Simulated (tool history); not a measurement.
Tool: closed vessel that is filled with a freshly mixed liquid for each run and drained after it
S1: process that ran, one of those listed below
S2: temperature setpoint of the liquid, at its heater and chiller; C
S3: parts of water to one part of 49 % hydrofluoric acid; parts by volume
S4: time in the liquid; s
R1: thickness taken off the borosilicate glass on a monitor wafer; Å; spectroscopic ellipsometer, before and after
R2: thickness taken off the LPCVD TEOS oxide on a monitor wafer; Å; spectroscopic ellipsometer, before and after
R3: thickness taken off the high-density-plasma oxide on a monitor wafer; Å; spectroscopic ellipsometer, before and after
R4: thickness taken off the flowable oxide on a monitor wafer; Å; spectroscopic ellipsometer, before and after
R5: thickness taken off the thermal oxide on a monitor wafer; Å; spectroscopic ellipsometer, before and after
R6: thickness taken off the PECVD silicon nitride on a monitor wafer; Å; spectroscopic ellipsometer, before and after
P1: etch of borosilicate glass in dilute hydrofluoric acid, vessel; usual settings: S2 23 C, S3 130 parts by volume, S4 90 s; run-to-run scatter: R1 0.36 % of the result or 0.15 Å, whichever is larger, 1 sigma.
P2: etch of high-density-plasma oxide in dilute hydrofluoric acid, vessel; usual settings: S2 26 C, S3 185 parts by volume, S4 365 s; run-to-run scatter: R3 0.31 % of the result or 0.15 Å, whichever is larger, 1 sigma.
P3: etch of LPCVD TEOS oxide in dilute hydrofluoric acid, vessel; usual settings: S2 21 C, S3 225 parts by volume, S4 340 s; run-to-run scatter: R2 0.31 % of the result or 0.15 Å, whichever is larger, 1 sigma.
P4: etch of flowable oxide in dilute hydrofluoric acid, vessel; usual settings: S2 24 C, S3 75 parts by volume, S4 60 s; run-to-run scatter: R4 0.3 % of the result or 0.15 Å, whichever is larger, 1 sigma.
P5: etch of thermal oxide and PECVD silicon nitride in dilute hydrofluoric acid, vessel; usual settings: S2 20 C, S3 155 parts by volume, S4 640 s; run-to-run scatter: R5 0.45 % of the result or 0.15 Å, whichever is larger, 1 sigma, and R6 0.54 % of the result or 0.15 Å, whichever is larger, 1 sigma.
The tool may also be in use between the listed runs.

run     day  S1    S2   S3   S4      R1      R2      R3      R4      R5      R6
  1   0.362  P1    23  130   90  255.98
  2   0.638  P1    23  235   90  126.11
  3   0.983  P3    21  225  605          375.53
  4   1.188  P2    26  185  365                  94.231
  5   1.442  P1    27  130   90  298.78
  6   1.775  P4    24   75   60                          245.01
  7   2.012  P1    17   55   90  511.82
  8   2.275  P3    17  225  340          181.66
  9   2.571  P2    26  185   30                   7.518
 10   2.879  P4    24   75   60                             244
 11   3.183  P1    23   45   90  814.05
 12   3.404  P4    24   75   30                          122.14
 13   3.654  P4    24  110   60                          159.34
 14   3.892  P3    21  355  340          118.39
 15   4.254  P2    26   50  365                  412.97
 16   4.529  P1    23  130   30  84.878
 17     4.7  P1    23  130   90  254.41
 18   4.875  P1    23  130   90  256.87
 19   5.067  P4  31.5   75   60                          326.93
 20    5.25  P1    23  130  165  469.75
 21   5.462  P2    33  185  365                  120.53
 22   5.712  P1    23  130   90  254.67
 23   5.879  P2    26  185  365                  94.585
 24   6.042  P5    20  155  640                                  160.79  88.255
 25   6.321  P5    20  280  640                                  78.457  49.819
 26   6.512  P1    23  130   90  255.85
 27   6.842  P1    23  130   90  255.21
 28   7.121  P1    18  130   90  208.49
 29   7.462  P3    21  225  340          212.84
 30   7.729  P5    17  155  640                                  142.76  72.055
 31   7.896  P5    20  155  640                                  161.79  87.537
 32   8.242  P1  30.5  130  145  547.36
 33   8.571  P5    20  155  985                                  250.72  135.85
 34   8.896  P1    23  130   90  255.49
 35   9.067  P1    23  130   90  250.15
 36   9.396  P1    23  130   90  246.82
 37   9.571  P1    23  130   90  245.87
 38   9.917  P1    23  130   90  243.73
 39  10.142  P1    23  130   90  242.68
 40  10.371  P1    23  130   90  242.34
 41  10.671  P1    23  130   90  242.74

What P1 gives has crept away from where it was. These 2 causes fit the log equally well, each at the size given:
A: hydrofluoric acid flow below the setpoint (%) = 4.64
B: liquid colder than its thermometer reads (K) = 1.39
The creep began at about day 8.896.

4 check runs are offered, each on 2 wafers whose results are averaged, their results left as question marks. Which one tells the causes apart?
check 1  10.971  P3    17  225  340       ?
check 2  10.971  P2    26  100   85           ?
check 3  10.971  P5    20  280  640                   ?   ?
check 4  10.971  P4  29.5  110   60               ?

What each check would give under each cause:
  check  result    if A    if B
check 1      R2  171.46  171.82
check 2      R3  42.704  42.678
check 3      R5  74.464  75.067
check 3      R6   47.45  45.429
check 4      R4  186.56  187.03
How far apart the two closest causes lie, in the result that separates them most: check 1 0.21 %; check 2 0.06 %; check 3 4.35 %; check 4 0.26 %
Only check 3 tells the causes apart: in the others they would give nearly the same result.

Then check 3 was run and gave: R5 74.673 Å; R6 47.379 Å. Which cause is it?

It is A: hydrofluoric acid flow below the setpoint (%).

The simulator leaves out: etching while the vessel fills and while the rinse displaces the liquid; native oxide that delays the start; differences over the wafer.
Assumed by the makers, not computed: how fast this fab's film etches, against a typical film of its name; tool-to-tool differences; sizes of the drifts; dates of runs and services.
